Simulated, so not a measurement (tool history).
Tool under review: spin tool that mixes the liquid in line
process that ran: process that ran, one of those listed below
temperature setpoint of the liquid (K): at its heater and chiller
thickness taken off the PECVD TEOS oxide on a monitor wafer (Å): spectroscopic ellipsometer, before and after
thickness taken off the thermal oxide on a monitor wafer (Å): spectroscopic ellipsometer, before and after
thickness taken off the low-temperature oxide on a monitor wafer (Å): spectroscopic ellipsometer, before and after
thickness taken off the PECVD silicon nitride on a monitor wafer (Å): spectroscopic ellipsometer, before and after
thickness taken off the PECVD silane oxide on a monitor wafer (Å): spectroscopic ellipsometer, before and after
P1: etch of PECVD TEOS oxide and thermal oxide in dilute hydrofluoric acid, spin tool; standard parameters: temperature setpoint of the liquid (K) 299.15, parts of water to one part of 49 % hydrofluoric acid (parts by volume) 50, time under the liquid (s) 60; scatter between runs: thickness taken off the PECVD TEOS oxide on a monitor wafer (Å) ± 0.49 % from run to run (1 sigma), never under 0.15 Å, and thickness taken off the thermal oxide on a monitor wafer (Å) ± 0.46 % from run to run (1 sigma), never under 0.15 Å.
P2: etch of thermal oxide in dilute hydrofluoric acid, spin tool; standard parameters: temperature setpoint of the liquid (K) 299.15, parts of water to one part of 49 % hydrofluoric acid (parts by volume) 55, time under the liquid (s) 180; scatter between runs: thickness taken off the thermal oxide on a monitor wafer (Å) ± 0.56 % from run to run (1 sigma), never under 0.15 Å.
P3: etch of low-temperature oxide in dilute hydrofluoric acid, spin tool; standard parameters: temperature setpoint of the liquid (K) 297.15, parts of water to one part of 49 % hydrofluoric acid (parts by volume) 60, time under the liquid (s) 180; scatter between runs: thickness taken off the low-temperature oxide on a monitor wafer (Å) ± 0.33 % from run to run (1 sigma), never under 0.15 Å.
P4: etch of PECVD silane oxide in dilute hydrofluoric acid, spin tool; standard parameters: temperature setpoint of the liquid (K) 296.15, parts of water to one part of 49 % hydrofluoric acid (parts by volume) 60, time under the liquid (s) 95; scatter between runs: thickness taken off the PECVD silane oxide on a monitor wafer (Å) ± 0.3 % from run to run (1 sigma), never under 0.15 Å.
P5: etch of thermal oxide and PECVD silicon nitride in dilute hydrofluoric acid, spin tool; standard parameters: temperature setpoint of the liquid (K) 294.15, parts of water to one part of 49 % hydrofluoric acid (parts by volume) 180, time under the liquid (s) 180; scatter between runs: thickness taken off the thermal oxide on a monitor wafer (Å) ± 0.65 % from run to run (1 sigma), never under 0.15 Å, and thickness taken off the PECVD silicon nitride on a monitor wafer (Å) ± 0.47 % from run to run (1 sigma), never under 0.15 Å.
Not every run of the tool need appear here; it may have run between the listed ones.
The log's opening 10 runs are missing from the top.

run	hour	process that ran	temperature setpoint of the liquid (K)	parts of water to one part of 49 % hydrofluoric acid (parts by volume)	time under the liquid (s)	thickness taken off the PECVD TEOS oxide on a monitor wafer (Å)	thickness taken off the thermal oxide on a monitor wafer (Å)	thickness taken off the low-temperature oxide on a monitor wafer (Å)	thickness taken off the PECVD silicon nitride on a monitor wafer (Å)	thickness taken off the PECVD silane oxide on a monitor wafer (Å)
11	145.3	P4	296.15	60	95					233.52
12	156.3	P3	297.15	60	180			496.44		
13	166.9	P1	304.15	50	15	104.03	21.921			
14	177.5	P4	303.15	60	95					310.53
15	187.3	P5	290.15	180	180		32.646		34.908	
16	203.1	P1	305.15	50	60	432.07	90.918			
17	212.6	P4	296.15	25	95					590.8
18	226.5	P3	297.15	110	180			255.39		
19	238.6	P2	299.15	55	180		171.17			
20	246.9	P4	296.15	60	180					444.82
21	257.1	P1	299.15	50	60	341.39	71.671			
22	271.5	P1	299.15	50	60	341.45	72.574			
23	282.1	P1	299.15	50	60	342.4	71.809			
24	297.1	P1	299.15	50	100	570.33	119.36			
25	311.8	P1	299.15	85	60	190.82	40.837			
26	328.5	P3	297.15	60	350			969.41		
27	338	P2	292.15	55	180		128.07			
28	346.9	P5	294.15	180	65		13.412		16.329	
29	363.2	P5	294.15	180	180		37.894		45.075	
30	373.7	P1	299.15	25	60	702.5	149.15			
31	382.6	P1	299.15	50	60	342.16	71.514			

What will run 32 give?
32	391	P1	299.15	50	60	?	?			

Run 32 produced thickness taken off the PECVD TEOS oxide on a monitor wafer (Å) 336.77, thickness taken off the thermal oxide on a monitor wafer (Å) 71.321.
